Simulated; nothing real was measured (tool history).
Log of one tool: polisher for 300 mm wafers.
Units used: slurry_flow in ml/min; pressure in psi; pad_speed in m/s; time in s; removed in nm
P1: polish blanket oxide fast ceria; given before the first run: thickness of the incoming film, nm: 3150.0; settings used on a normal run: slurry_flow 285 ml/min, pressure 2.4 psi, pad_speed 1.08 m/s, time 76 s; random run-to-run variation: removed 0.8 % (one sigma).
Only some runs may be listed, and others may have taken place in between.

run   hour  slurry_flow  pressure  pad_speed  time  wafers polished on this pad  hours since the slurry nozzle was cleaned  hours since the head pressure was calibrated  removed
  1   11.1          285       2.4       1.08    76                          742                                      258.6                                         140.9   1103.4
  2   17.9          285       3.5       1.08    76                          814                                      265.4                                         147.7   1608.9
  3   28.8          365       2.4       1.08    76                          929                                      276.3                                         158.6   1119.3
  4   37.6          170       2.4       1.08    76                         1021                                      285.1                                         167.4   1045.8
  5   45.9          285       2.4       1.08   115                         1108                                      293.4                                         175.7   1677.5
  6   52.6          285       2.4       1.62    76                         1179                                      300.1                                         182.4   1664.9
  7   62.6          285       2.4       1.08    76                         1284                                      310.1                                         192.4   1102.9
  8   69.7          285       2.4       1.08    76                         1359                                      317.2                                         199.5     1115
  9   77.8          285       2.4       1.08    76                         1444                                      325.3                                         207.6   1106.4
 10   89.6          285       2.4       1.08    76                         1568                                      337.1                                         219.4   1109.5
 11   97.4          170       2.4       0.54    76                         1650                                      344.9                                         227.2    515.1
 12  103.3          285       1.5       1.08    76                         1712                                      350.8                                         233.1   691.41
 13  114.7          285       2.4       1.08    35                         1832                                      362.2                                         244.5   503.31
 14  123.6          285       2.4       0.48    76                         1926                                      371.1                                         253.4   487.19
 15  134.5          285       2.4       1.08    76                         2040                                        382                                         264.3     1104
 16  142.9          285       2.4       1.08    76                         2129                                      390.4                                         272.7     1084
 17  152.8          285       2.4       1.08    76                         2233                                      400.3                                         282.6   1074.7
 18  160.7          285       2.4       1.08    76                         2316                                      408.2                                         290.5   1078.3
 19  172.6          285       2.4       1.08    76                         2441                                      420.1                                         302.4   1071.9
 20  178.8          285       2.4       1.08    76                         2506                                      426.3                                         308.6   1077.1
 21  184.4          285       2.4       1.08    76                         2565                                      431.9                                         314.2   1058.1
 22  196.1          285       2.4       1.08    76                         2688                                      443.6                                         325.9   1071.4
     196.9  -- head pressure recalibrated
 23  204.9          285       2.4       1.08    76                         2781                                      452.4                                             8   1059.1
 24  212.8          285       2.4       1.08    76                         2864                                      460.3                                          15.9   1047.7
 25  224.7          285       2.4       1.08    76                         2989                                      472.2                                          27.8   1054.6

The output of P1 has drifted from where it used to be. Each of the 2 causes below, taken at the size shown beside it, accounts for the log equally well:
A: removal rate lost through wear of the pad, % = 4.13
B: slurry flow missing at the pad, % = 31.2
Creep in the process output first set in at about hour 134.5.
Other possible causes, and why each is ruled out:
head's pressure below its setpoint, %: serviced at hour 196.9, after the drift had started, without restoring the earlier output

Which of the 4 check runs listed below, each an average over 5 wafers with its results shown as question marks, gives clearly different results under the different listed causes?
check 1  236.6          285       1.7       0.82    76                                                                                                                              ?
check 2  236.6          170       2.4       1.08    76                                                                                                                              ?
check 3  236.6          285       2.4        1.4    91                                                                                                                              ?
check 4  236.6          285       2.4       1.44   111                                                                                                                              ?

How each check would come out, cause by cause:
  check   result    if A    if B
check 1  removed  568.31  568.33
check 2  removed  992.61  967.04
check 3  removed  1640.2  1640.2
check 4  removed  2057.8  2057.9
Distance between the nearest two causes, measured in the result of the check that separates them most: check 1 0 %; check 2 2.61 %; check 3 0 %; check 4 0 %
The other checks would show nearly matching results whichever cause is true, so check 2 is the only one that separates the causes.

Then check 2 was run and gave: removed 967.07 nm. Which cause is it?

The cause is B: slurry flow missing at the pad, %.
